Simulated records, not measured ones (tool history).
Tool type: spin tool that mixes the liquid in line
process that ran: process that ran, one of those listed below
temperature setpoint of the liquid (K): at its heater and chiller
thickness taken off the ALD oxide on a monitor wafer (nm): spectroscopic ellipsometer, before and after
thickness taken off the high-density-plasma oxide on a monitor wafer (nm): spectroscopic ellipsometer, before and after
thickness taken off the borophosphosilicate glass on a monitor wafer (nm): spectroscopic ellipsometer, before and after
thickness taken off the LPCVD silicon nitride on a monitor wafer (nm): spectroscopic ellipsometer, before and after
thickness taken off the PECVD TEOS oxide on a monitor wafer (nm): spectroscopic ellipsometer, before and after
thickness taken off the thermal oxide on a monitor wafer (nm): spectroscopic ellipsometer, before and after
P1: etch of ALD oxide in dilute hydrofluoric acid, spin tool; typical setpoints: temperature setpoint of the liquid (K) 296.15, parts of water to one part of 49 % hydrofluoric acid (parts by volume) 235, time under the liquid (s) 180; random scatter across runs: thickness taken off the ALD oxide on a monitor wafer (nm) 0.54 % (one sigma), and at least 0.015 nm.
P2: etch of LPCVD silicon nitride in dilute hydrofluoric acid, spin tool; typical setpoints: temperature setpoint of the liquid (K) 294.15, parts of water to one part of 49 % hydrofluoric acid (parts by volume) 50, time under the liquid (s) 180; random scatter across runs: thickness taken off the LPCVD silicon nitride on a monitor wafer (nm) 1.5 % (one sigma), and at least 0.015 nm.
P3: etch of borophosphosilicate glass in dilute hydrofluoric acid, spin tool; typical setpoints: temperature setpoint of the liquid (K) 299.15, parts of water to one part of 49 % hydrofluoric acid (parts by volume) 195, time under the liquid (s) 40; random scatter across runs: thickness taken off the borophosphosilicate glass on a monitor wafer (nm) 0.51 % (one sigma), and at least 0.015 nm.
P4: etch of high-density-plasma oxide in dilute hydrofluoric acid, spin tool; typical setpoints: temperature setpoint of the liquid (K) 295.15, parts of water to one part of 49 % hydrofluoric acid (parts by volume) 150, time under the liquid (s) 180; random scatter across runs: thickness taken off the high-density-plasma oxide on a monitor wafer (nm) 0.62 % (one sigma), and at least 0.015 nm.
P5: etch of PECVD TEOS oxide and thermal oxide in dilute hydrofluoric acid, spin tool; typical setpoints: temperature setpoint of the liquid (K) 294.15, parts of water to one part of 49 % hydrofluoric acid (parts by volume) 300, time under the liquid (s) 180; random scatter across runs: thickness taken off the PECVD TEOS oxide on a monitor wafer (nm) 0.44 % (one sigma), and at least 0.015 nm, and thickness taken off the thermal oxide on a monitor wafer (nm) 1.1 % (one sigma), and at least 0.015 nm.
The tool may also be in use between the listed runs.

run	hour	process that ran	temperature setpoint of the liquid (K)	parts of water to one part of 49 % hydrofluoric acid (parts by volume)	time under the liquid (s)	hours since the thermometer was replaced	hours since the hydrofluoric acid flow meter was replaced	thickness taken off the ALD oxide on a monitor wafer (nm)	thickness taken off the high-density-plasma oxide on a monitor wafer (nm)	thickness taken off the borophosphosilicate glass on a monitor wafer (nm)	thickness taken off the LPCVD silicon nitride on a monitor wafer (nm)	thickness taken off the PECVD TEOS oxide on a monitor wafer (nm)	thickness taken off the thermal oxide on a monitor wafer (nm)
1	9.5	P1	296.15	235	180	590.6	295.5	6.1574					
2	19.1	P1	296.15	235	180	600.2	305.1	6.2149					
3	28.9	P4	299.15	150	180	610.0	314.9		6.3598				
4	44.5	P3	299.15	45	40	625.6	330.5			34.2650			
5	54.1	P1	290.15	235	180	635.2	340.1	4.9114					
6	67.5	P4	295.15	150	180	648.6	353.5		5.3681				
7	80.8	P2	294.15	70	180	661.9	366.8				0.98342		
8	90.0	P4	295.15	150	180	671.1	376.0		5.4005				
9	105.4	P1	300.65	235	65	686.5	391.4	2.6179					
10	115.7	P2	294.15	50	180	696.8	401.7				1.31980		
11	126.6	P3	294.65	195	40	707.7	412.6			5.4922			
12	138.5	P3	299.15	195	75	719.6	424.5			12.1930			
13	151.4	P1	300.65	235	180	732.5	437.4	7.1411					
14	168.3	P1	296.15	235	180	749.4	454.3	6.1932					
15	185.1	P1	296.15	360	180	766.2	471.1	3.5582					
16	193.0	P3	299.15	195	40	774.1	479.0			6.5443			
17	206.6	P2	290.15	50	180	787.7	492.6				0.98377		
18	223.3	P1	296.15	235	330	804.4	509.3	11.3150					
19	233.6	P4	295.15	25	180	814.7	519.6		38.0060				
20	246.7	P5	294.15	470	180	827.8	532.7					2.71230	1.12740
21	262.7	P2	294.15	50	180	843.8	548.7				1.37970		
22	276.2	P4	295.15	150	45	857.3	562.2		1.3542				
23	285.1	P3	299.15	195	40	866.2	571.1			6.5741			
24	297.9	P2	294.15	50	350	879.0	583.9				2.51720		
25	307.7	P5	290.15	300	180	888.8	593.7					4.24810	1.78150
26	323.0	P1	296.15	235	180	904.1	609.0	6.2040					
27	332.0	P1	296.15	425	325	913.1	618.0	5.1636					
28	347.7	P1	296.15	45	180	928.8	633.7	39.9200					
29	355.4	P5	294.15	300	15	936.5	641.4					0.40878	0.16549
30	370.3	P5	294.15	300	180	951.4	656.3					4.94940	2.02210
31	384.8	P1	296.15	235	180	965.9	670.8	6.2094					
32	401.4	P1	296.15	235	55	982.5	687.4	1.8903					
33	412.4	P1	296.15	235	180	993.5	698.4	6.1429					
34	422.7	P1	296.15	235	180	1003.8	708.7	6.0682					
35	431.4	P1	296.15	235	180	1012.5	717.4	5.9086					
36	442.0	P1	296.15	235	180	1023.1	728.0	5.9493					
37	455.1	P1	296.15	235	180	1036.2	741.1	5.8001					
38	468.1	P1	296.15	235	180	1049.2	754.1	5.8062					
39	483.0	P1	296.15	235	180	1064.1	769.0	5.7849					
40	496.9	P1	296.15	235	180	1078.0	782.9	5.7828					
41	513.3	P1	296.15	235	180	1094.4	799.3	5.7017					
42	528.7	P1	296.15	235	180	1109.8	814.7	5.7267					

P1 has crept away from where it was. The log is fitted equally well by each of these 2 causes, at the sizes shown:
A: liquid colder than its thermometer reads (K) = 2.06
B: hydrofluoric acid flow below the setpoint (%) = 5.93
Creep in the process output first set in at about hour 412.4.

Which of the 4 check runs listed below, each an average over 3 wafers with its results shown as question marks, gives clearly different results under the different listed causes?
check 1	544.1	P5	294.15	300	180							?	?
check 2	544.1	P3	299.15	195	40					?			
check 3	544.1	P2	294.15	50	180						?		
check 4	544.1	P4	295.15	150	180				?				

Outcome of each check run for each possible cause:
check	result	if A	if B
check 1	thickness taken off the PECVD TEOS oxide on a monitor wafer (nm)	4.56850	4.55480
check 1	thickness taken off the thermal oxide on a monitor wafer (nm)	1.88200	1.87640
check 2	thickness taken off the borophosphosilicate glass on a monitor wafer (nm)	6.0694	6.0734
check 3	thickness taken off the LPCVD silicon nitride on a monitor wafer (nm)	1.16260	1.26410
check 4	thickness taken off the high-density-plasma oxide on a monitor wafer (nm)	5.0023	5.0514
Per-check spread between the two closest causes, in the result where they differ most: check 1 0.3 %; check 2 0.07 %; check 3 8.36 %; check 4 0.98 %
Of the check runs offered, only check 3 discriminates between the causes; the rest would read about the same regardless of which cause applies.

Running check 3 produced the following: thickness taken off the LPCVD silicon nitride on a monitor wafer (nm) 1.14570. Which one of the listed causes fits?

The cause is A: liquid colder than its thermometer reads (K).

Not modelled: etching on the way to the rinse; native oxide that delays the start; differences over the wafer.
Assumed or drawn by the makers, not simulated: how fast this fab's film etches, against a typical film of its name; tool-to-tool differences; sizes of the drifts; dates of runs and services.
